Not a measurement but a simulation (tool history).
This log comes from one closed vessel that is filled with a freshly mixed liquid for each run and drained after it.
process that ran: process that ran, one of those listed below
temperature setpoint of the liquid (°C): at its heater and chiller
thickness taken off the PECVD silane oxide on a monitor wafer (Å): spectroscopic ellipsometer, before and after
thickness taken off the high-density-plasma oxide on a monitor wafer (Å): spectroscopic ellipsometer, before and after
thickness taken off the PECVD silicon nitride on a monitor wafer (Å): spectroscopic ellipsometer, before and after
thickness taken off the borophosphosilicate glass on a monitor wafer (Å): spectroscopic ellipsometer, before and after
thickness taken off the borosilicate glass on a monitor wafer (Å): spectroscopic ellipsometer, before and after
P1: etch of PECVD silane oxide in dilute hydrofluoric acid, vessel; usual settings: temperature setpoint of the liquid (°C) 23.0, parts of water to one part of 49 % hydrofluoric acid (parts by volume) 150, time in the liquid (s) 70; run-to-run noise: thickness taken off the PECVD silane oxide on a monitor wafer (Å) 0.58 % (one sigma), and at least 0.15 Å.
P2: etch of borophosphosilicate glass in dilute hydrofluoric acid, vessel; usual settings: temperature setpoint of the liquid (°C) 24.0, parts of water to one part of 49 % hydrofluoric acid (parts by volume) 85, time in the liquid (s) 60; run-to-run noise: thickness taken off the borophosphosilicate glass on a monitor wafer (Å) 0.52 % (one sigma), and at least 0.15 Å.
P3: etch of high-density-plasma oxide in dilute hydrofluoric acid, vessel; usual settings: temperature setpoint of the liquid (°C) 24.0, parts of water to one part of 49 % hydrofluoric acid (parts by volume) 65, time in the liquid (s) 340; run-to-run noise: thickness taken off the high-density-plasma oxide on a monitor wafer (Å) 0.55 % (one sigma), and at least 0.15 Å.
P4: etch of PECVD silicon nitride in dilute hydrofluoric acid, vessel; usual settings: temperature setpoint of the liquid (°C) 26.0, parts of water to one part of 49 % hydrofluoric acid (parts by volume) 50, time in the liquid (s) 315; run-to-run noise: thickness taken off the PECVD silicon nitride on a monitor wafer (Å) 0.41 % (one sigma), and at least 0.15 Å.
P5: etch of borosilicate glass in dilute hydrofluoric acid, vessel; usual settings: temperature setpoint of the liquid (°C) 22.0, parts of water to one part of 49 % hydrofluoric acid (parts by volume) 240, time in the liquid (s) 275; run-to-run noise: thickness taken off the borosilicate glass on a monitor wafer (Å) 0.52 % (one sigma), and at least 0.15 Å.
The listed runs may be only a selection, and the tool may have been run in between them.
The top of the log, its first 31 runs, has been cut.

run   hour  process that ran  temperature setpoint of the liquid (°C)  parts of water to one part of 49 % hydrofluoric acid (parts by volume)  time in the liquid (s)  thickness taken off the PECVD silane oxide on a monitor wafer (Å)  thickness taken off the high-density-plasma oxide on a monitor wafer (Å)  thickness taken off the PECVD silicon nitride on a monitor wafer (Å)  thickness taken off the borophosphosilicate glass on a monitor wafer (Å)  thickness taken off the borosilicate glass on a monitor wafer (Å)
 32  229.5                P1                                     28.5                                                                     200                      70                                                             58.336
 33  236.4                P2                                     24.0                                                                      25                      60                                                                                                                                                                                                                                                                                      1149.00
 34  244.8                P1                                     23.0                                                                     150                      70                                                             67.347
 35  254.0                P1                                     23.0                                                                     150                      70                                                             67.854
 36  259.8                P1                                     23.0                                                                     150                      70                                                             68.368
 37  266.8                P1                                     23.0                                                                     150                      70                                                             69.393
 38  274.9                P1                                     23.0                                                                     150                      70                                                             69.701
 39  281.8                P1                                     23.0                                                                     150                      70                                                             69.670

Run 40, settings as shown, results not yet in. Your forecast:
 40  287.2                P1                                     23.0                                                                     150                      70                                                                  ?

Run 40 gave thickness taken off the PECVD silane oxide on a monitor wafer (Å) 70.723.

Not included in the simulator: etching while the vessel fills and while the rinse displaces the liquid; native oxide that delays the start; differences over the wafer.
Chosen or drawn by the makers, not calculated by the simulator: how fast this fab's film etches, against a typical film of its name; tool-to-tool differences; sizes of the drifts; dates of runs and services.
